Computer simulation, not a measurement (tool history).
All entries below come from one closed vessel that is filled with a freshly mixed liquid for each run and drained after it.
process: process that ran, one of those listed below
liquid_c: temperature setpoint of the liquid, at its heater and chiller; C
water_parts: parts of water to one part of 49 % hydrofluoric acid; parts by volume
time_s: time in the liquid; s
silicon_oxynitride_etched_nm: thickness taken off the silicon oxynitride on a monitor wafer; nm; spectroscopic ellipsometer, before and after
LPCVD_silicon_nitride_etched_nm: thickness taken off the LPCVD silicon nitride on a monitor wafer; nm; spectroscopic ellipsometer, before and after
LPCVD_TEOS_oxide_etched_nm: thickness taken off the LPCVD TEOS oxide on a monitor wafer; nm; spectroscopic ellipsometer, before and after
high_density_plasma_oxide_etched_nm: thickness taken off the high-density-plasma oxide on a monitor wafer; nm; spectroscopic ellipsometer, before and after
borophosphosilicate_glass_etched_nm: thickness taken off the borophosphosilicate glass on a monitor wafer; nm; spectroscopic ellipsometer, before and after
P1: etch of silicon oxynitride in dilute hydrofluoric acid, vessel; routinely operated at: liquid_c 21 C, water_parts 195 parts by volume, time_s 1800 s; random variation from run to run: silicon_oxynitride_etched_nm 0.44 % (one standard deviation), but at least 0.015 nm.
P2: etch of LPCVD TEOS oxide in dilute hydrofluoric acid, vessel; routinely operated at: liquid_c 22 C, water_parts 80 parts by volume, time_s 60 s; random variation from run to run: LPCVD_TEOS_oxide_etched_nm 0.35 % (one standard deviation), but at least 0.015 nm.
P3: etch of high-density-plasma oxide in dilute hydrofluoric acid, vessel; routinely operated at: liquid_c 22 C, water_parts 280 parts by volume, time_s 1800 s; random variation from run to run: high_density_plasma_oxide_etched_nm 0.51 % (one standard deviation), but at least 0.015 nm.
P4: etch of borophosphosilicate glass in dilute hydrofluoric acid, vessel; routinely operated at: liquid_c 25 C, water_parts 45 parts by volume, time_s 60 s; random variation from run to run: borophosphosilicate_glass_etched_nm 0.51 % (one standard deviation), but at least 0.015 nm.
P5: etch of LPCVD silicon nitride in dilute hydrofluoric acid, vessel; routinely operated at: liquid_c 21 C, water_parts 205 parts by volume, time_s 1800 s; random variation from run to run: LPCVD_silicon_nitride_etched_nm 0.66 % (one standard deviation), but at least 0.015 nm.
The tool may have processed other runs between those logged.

run,hour,process,liquid_c,water_parts,time_s,hours since the thermometer was replaced,hours since the hydrofluoric acid flow meter was replaced,silicon_oxynitride_etched_nm,LPCVD_silicon_nitride_etched_nm,LPCVD_TEOS_oxide_etched_nm,high_density_plasma_oxide_etched_nm,borophosphosilicate_glass_etched_nm
1,12.9,P1,21,195,1800,1250.8,1036.5,17.165,,,,
2,23.3,P5,28.5,205,1800,1261.2,1046.9,,5.3587,,,
3,29.4,P5,21,205,1800,1267.3,1053,,3.3479,,,
4,42.2,P1,28,195,1800,1280.1,1065.8,23.558,,,,
5,51.5,P1,21,300,610,1289.4,1075.1,3.5296,,,,
6,63.8,P2,17.5,80,60,1301.7,1087.4,,,21.472,,
7,77.4,P3,22,280,1800,1315.3,1101,,,,32.24,
8,88.2,P1,21,195,1800,1326.1,1111.8,17.089,,,,
9,100.4,P1,21,195,1800,1338.3,1124,17.236,,,,
10,109.7,P5,21,205,435,1347.6,1133.3,,0.82839,,,
11,120.8,P1,21,195,1800,1358.7,1144.4,17.18,,,,
12,128.8,P4,25,30,60,1366.7,1152.4,,,,,123.81
# hour 131.1: thermometer replaced
13,137.8,P1,21,300,1800,6.7,1161.4,10.349,,,,
14,144.3,P3,22,55,1800,13.2,1167.9,,,,207.92,
15,152.6,P1,21,195,2590,21.5,1176.2,25.031,,,,
16,160.8,P4,25,45,120,29.7,1184.4,,,,,163.3
17,172.1,P1,21,195,605,41,1195.7,5.746,,,,
18,182.9,P3,22,280,640,51.8,1206.5,,,,11.365,
19,193.9,P1,21,55,1800,62.8,1217.5,67.637,,,,
20,207.4,P1,17,195,1800,76.3,1231,14.069,,,,
21,215.2,P4,25,45,60,84.1,1238.8,,,,,81.607
22,226.8,P1,28.5,85,1800,95.7,1250.4,60.468,,,,
23,237,P4,25,45,60,105.9,1260.6,,,,,81.569
24,250.7,P4,19,45,60,119.6,1274.3,,,,,63.814
25,264.9,P2,22,80,60,133.8,1288.5,,,25.932,,
26,272.7,P2,22,80,30,141.6,1296.3,,,13.017,,

What will run 27 give?
27,280.8,P3,29,280,1800,149.7,1304.4,,,,?,

high_density_plasma_oxide_etched_nm: 40.868 nm
